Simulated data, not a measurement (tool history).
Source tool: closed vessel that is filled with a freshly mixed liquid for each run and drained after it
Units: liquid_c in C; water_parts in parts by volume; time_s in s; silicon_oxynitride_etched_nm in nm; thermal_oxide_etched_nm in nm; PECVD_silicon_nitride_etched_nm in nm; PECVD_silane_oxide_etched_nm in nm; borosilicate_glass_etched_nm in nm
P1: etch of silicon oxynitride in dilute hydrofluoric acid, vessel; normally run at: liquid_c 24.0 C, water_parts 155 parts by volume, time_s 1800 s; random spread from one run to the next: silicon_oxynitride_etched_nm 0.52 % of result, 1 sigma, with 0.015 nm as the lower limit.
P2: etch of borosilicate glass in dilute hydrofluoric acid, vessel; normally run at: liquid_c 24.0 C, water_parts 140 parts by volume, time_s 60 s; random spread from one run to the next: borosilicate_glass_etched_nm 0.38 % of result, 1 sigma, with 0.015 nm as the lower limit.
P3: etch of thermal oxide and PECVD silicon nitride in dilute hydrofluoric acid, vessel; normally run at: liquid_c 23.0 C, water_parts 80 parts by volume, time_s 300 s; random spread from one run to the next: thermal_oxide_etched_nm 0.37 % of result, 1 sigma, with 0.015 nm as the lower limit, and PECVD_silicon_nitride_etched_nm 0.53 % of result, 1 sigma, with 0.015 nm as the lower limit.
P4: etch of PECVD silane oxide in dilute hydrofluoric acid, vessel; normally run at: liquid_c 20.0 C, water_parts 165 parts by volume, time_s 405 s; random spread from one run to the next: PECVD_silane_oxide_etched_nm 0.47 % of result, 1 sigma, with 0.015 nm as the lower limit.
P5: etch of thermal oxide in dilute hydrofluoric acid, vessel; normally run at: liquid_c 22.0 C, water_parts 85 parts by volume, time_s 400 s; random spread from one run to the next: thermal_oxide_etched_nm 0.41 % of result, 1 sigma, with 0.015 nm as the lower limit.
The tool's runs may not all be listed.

| run | hour | process | liquid_c | water_parts | time_s | silicon_oxynitride_etched_nm | thermal_oxide_etched_nm | PECVD_silicon_nitride_etched_nm | PECVD_silane_oxide_etched_nm | borosilicate_glass_etched_nm |
|---|---|---|---|---|---|---|---|---|---|---|
| 1 | 9.4 | P1 | 24.0 | 155 | 1800 | 18.9500 |  |  |  |  |
| 2 | 15.3 | P3 | 23.0 | 145 | 300 |  | 9.0384 | 7.7799 |  |  |
| 3 | 23.3 | P4 | 26.5 | 165 | 405 |  |  |  | 37.428 |  |
| 4 | 29.6 | P1 | 24.0 | 220 | 1800 | 12.7240 |  |  |  |  |
| 5 | 38.1 | P1 | 32.5 | 155 | 1800 | 27.2770 |  |  |  |  |
| 6 | 46.3 | P1 | 24.0 | 155 | 3470 | 36.9110 |  |  |  |  |
| 7 | 53.2 | P1 | 17.5 | 155 | 1800 | 13.7240 |  |  |  |  |
| 8 | 62.7 | P5 | 22.0 | 85 | 400 |  | 21.0790 |  |  |  |
| 9 | 72.5 | P2 | 24.0 | 25 | 60 |  |  |  |  | 80.8380 |
| 10 | 76.9 | P4 | 20.0 | 165 | 405 |  |  |  | 29.534 |  |
| 11 | 82.8 | P1 | 24.0 | 155 | 510 | 5.3646 |  |  |  |  |
|  | 84.2 | thermometer replaced |
| 12 | 88.7 | P1 | 24.0 | 155 | 1800 | 18.9150 |  |  |  |  |
| 13 | 94.3 | P4 | 20.0 | 165 | 405 |  |  |  | 29.277 |  |
| 14 | 102.8 | P3 | 17.0 | 80 | 300 |  | 13.8610 | 9.2484 |  |  |
| 15 | 108.5 | P3 | 23.0 | 80 | 300 |  | 17.7510 | 14.0460 |  |  |
| 16 | 116.6 | P3 | 23.0 | 80 | 300 |  | 17.6740 | 13.9980 |  |  |
| 17 | 122.9 | P1 | 24.0 | 155 | 1800 | 19.0460 |  |  |  |  |
| 18 | 130.6 | P5 | 22.0 | 85 | 400 |  | 21.1560 |  |  |  |
| 19 | 140.0 | P2 | 17.0 | 140 | 60 |  |  |  |  | 9.3889 |
| 20 | 149.4 | P1 | 24.0 | 155 | 1800 | 19.1320 |  |  |  |  |
| 21 | 156.2 | P1 | 18.5 | 155 | 2995 | 24.3130 |  |  |  |  |
| 22 | 161.1 | P1 | 24.0 | 155 | 1800 | 19.1100 |  |  |  |  |
| 23 | 166.0 | P5 | 22.0 | 85 | 155 |  | 8.1852 |  |  |  |
| 24 | 175.6 | P4 | 20.0 | 165 | 715 |  |  |  | 52.247 |  |
| 25 | 182.5 | P2 | 24.0 | 140 | 60 |  |  |  |  | 12.4500 |
| 26 | 189.9 | P4 | 20.0 | 55 | 405 |  |  |  | 99.596 |  |
| 27 | 198.3 | P5 | 22.0 | 20 | 400 |  | 97.9270 |  |  |  |
| 28 | 204.8 | P5 | 17.0 | 85 | 400 |  | 17.0660 |  |  |  |
| 29 | 211.6 | P3 | 23.0 | 80 | 560 |  | 33.0560 | 26.4770 |  |  |
| 30 | 217.4 | P2 | 24.0 | 140 | 105 |  |  |  |  | 21.8530 |
| 31 | 223.3 | P1 | 24.0 | 20 | 1800 | 164.1300 |  |  |  |  |
| 32 | 228.5 | P1 | 24.0 | 155 | 1800 | 18.9830 |  |  |  |  |
| 33 | 235.0 | P1 | 24.0 | 155 | 1800 | 19.4890 |  |  |  |  |
| 34 | 241.8 | P1 | 24.0 | 155 | 1800 | 19.5340 |  |  |  |  |
| 35 | 249.0 | P1 | 24.0 | 155 | 1800 | 19.8220 |  |  |  |  |
| 36 | 256.9 | P1 | 24.0 | 155 | 1800 | 20.1720 |  |  |  |  |
| 37 | 262.5 | P1 | 24.0 | 155 | 1800 | 19.9790 |  |  |  |  |
| 38 | 270.0 | P1 | 24.0 | 155 | 1800 | 20.3450 |  |  |  |  |
| 39 | 274.7 | P1 | 24.0 | 155 | 1800 | 20.3140 |  |  |  |  |
| 40 | 283.4 | P1 | 24.0 | 155 | 1800 | 20.3730 |  |  |  |  |
| 41 | 288.5 | P1 | 24.0 | 155 | 1800 | 20.2630 |  |  |  |  |

P1 no longer gives what it gave before; its output has crept away from where it was. The following 2 causes, each at its listed size, fit the log equally well:
A: liquid hotter than its thermometer reads (K) = 1.47
B: hydrofluoric acid flow above the setpoint (%) = 6.14
Creep in the process output first set in at about hour 228.5.

Of the 4 check runs below, each run on 2 wafers with the results averaged and each result still a question mark, which one would tell the listed causes apart?
| check 1 | 293.6 | P4 | 20.0 | 80 | 405 |  |  |  | ? |  |
| check 2 | 293.6 | P5 | 17.0 | 30 | 400 |  | ? |  |  |  |
| check 3 | 293.6 | P3 | 23.0 | 135 | 300 |  | ? | ? |  |  |
| check 4 | 293.6 | P2 | 19.5 | 50 | 60 |  |  |  |  | ? |

What each check would give under each cause:
| check | result | if A | if B |
|---|---|---|---|
| check 1 | PECVD_silane_oxide_etched_nm | 70.859 | 71.155 |
| check 2 | thermal_oxide_etched_nm | 54.9740 | 54.8230 |
| check 3 | thermal_oxide_etched_nm | 10.4010 | 10.5220 |
| check 3 | PECVD_silicon_nitride_etched_nm | 9.2259 | 8.8914 |
| check 4 | borosilicate_glass_etched_nm | 34.3150 | 34.3370 |
Smallest distance between any two causes, each pair judged by its most separating result, in per cent: check 1 0.42 %; check 2 0.28 %; check 3 3.69 %; check 4 0.06 %
Only in check 3 would the causes give clearly different results; in the remaining checks their results would be nearly the same.

Running check 3 produced the following: thermal_oxide_etched_nm 10.3850 nm; PECVD_silicon_nitride_etched_nm 9.2486 nm. Which one of the listed causes fits?

It is A: liquid hotter than its thermometer reads (K).

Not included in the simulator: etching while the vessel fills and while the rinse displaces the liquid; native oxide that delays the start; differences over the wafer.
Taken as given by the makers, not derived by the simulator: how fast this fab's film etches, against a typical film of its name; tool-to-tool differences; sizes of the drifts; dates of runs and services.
